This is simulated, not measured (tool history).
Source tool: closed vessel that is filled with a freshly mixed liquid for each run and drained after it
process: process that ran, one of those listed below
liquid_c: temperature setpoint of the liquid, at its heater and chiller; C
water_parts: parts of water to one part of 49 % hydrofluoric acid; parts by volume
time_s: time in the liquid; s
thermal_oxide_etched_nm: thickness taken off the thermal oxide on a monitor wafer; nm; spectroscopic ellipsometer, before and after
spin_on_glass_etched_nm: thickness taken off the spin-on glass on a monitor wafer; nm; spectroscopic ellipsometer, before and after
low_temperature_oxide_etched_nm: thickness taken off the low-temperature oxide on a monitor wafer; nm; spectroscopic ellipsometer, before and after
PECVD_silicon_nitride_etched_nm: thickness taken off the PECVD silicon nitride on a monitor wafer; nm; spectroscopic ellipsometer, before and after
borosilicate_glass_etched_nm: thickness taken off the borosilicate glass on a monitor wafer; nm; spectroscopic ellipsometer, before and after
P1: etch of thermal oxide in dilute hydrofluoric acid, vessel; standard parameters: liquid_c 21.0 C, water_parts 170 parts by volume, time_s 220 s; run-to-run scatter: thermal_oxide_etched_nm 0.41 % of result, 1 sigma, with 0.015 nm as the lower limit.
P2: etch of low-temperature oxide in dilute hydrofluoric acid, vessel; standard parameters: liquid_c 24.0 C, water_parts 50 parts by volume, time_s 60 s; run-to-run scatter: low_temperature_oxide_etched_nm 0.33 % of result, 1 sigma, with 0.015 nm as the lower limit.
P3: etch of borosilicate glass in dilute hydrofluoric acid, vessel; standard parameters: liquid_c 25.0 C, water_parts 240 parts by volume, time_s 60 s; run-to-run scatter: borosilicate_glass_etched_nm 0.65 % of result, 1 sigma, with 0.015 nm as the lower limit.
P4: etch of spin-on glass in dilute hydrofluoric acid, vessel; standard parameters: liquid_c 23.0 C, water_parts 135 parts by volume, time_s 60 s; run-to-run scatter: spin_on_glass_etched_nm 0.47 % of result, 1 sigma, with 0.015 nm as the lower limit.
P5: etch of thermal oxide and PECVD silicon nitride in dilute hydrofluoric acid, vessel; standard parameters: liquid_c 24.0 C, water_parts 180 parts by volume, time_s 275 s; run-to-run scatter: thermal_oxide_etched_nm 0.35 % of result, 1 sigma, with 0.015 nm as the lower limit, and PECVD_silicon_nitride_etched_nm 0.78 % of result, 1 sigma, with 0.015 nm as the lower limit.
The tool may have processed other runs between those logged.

run   hour  process  liquid_c  water_parts  time_s  hours since the thermometer was replaced  hours since the hydrofluoric acid flow meter was replaced  thermal_oxide_etched_nm  spin_on_glass_etched_nm  low_temperature_oxide_etched_nm  PECVD_silicon_nitride_etched_nm  borosilicate_glass_etched_nm
  1    8.0       P1      21.0          170     220                                     625.8                                                      340.3                  5.10890
  2   22.0       P4      31.0          135      60                                     639.8                                                      354.3                                            31.130
  3   33.0       P1      21.0          170     220                                     650.8                                                      365.3                  5.07460
  4   43.6       P1      21.0           70     220                                     661.4                                                      375.9                 13.79600
  5   56.2       P4      23.0          135      60                                     674.0                                                      388.5                                            22.825
  6   63.0       P2      24.0           50      60                                     680.8                                                      395.3                                                                             35.338
  7   70.5       P5      24.0           35     275                                     688.3                                                      402.8                 37.64200                                                                                    16.5800
  8   81.7       P4      23.0          135      30                                     699.5                                                      414.0                                            11.476
  9   95.8       P1      21.0          170     345                                     713.6                                                      428.1                  7.98080
 10  109.1       P1      21.0          170     220                                     726.9                                                      441.4                  5.09100
 11  123.3       P3      25.0          240      95                                     741.1                                                      455.6                                                                                                                                            7.0695
 12  130.5       P2      24.0           50      90                                     748.3                                                      462.8                                                                             52.719
 13  142.2       P5      28.5          180     275                                     760.0                                                      474.5                  7.21660                                                                                     4.3225
 14  151.6       P2      24.0           90      60                                     769.4                                                      483.9                                                                             18.531
 15  162.1       P4      23.0           70      60                                     779.9                                                      494.4                                            48.169
 16  169.9       P2      30.5           50      60                                     787.7                                                      502.2                                                                             45.514
 17  179.8       P3      25.0          240      60                                     797.6                                                      512.1                                                                                                                                            4.4492
 18  187.0       P1      21.0          170     220                                     804.8                                                      519.3                  5.09700
 19  195.1       P3      25.0           40      60                                     812.9                                                      527.4                                                                                                                                           33.9630
 20  204.7       P2      24.0           50      60                                     822.5                                                      537.0                                                                             35.215
 21  211.0       P1      21.0          170     220                                     828.8                                                      543.3                  5.05000
 22  219.0       P3      25.0          240      60                                     836.8                                                      551.3                                                                                                                                            4.4848
 23  229.1       P1      21.0          290     105                                     846.9                                                      561.4                  1.27190
 24  242.2       P5      24.0          180     275                                     860.0                                                      574.5                  6.12470                                                                                     3.2547
 25  253.5       P1      21.0          295     220                                     871.3                                                      585.8                  2.58020
 26  261.0       P5      24.0          180     275                                     878.8                                                      593.3                  6.14780                                                                                     3.2739
 27  268.2       P5      24.0          180      30                                     886.0                                                      600.5                  0.67668                                                                                     0.3557
 28  275.6       P1      21.0          170     220                                     893.4                                                      607.9                  5.10030
 29  285.1       P3      30.5          240      60                                     902.9                                                      617.4                                                                                                                                            5.4110
 30  298.2       P1      21.0          170     220                                     916.0                                                      630.5                  5.00230
 31  307.5       P1      17.5          170     220                                     925.3                                                      639.8                  4.41340
 32  320.8       P1      27.5          170     220                                     938.6                                                      653.1                  6.50490
 33  327.0       P1      21.0          170      30                                     944.8                                                      659.3                  0.70759
 34  333.7       P1      21.0          170     220                                     951.5                                                      666.0                  5.09480
 35  344.3       P1      21.0          170     220                                     962.1                                                      676.6                  4.94160
 36  354.7       P1      21.0          170     220                                     972.5                                                      687.0                  4.87810
 37  362.0       P1      21.0          170     220                                     979.8                                                      694.3                  4.84950
 38  370.1       P1      21.0          170     220                                     987.9                                                      702.4                  4.85110
 39  378.1       P1      21.0          170     220                                     995.9                                                      710.4                  4.78010
 40  391.7       P1      21.0          170     220                                    1009.5                                                      724.0                  4.81630
 41  402.0       P1      21.0          170     220                                    1019.8                                                      734.3                  4.71070
 42  408.5       P1      21.0          170     220                                    1026.3                                                      740.8                  4.79260
 43  422.3       P1      21.0          170     220                                    1040.1                                                      754.6                  4.71150
 44  429.0       P1      21.0          170     220                                    1046.8                                                      761.3                  4.75870

The log shows P1 creeping away from where it was. Any of the 2 causes listed here, at the size stated for it, fits the log just as well as the others:
A: liquid colder than its thermometer reads (K) = 1.69
B: hydrofluoric acid flow below the setpoint (%) = 5.44
Onset of the creep was near hour 333.7.

Each of the check runs listed below is run on 2 wafers and reports their average, with the results left as question marks. Pick the one under which the possible causes would lead to clearly different results.
check 1  435.7       P2      27.5           85      60                                                                                                                                                                                       ?
check 2  435.7       P3      29.0           65      60                                                                                                                                                                                                                                                      ?
check 3  435.7       P5      24.0           65      90                                                                                                                             ?                                                                                          ?
check 4  435.7       P4      30.5          135      60                                                                                                                                                      ?

How each check would come out, cause by cause:
  check                           result     if A     if B
check 1  low_temperature_oxide_etched_nm   21.246   21.321
check 2     borosilicate_glass_etched_nm  22.2610  22.3730
check 3          thermal_oxide_etched_nm  5.95130  6.00170
check 3  PECVD_silicon_nitride_etched_nm   2.6165   2.7752
check 4          spin_on_glass_etched_nm   28.729   28.594
Minimum pairwise separation of causes per check, each pair taken at its best-separating result: check 1 0.35 %; check 2 0.5 %; check 3 5.89 %; check 4 0.47 %
Check 3 is the one run that separates the causes; every other check would come out nearly the same whichever cause is at work.

Check 3 was carried out, with these results: thermal_oxide_etched_nm 5.93550 nm; PECVD_silicon_nitride_etched_nm 2.5877 nm. Which of the listed causes is responsible?

The cause is A: liquid colder than its thermometer reads (K).
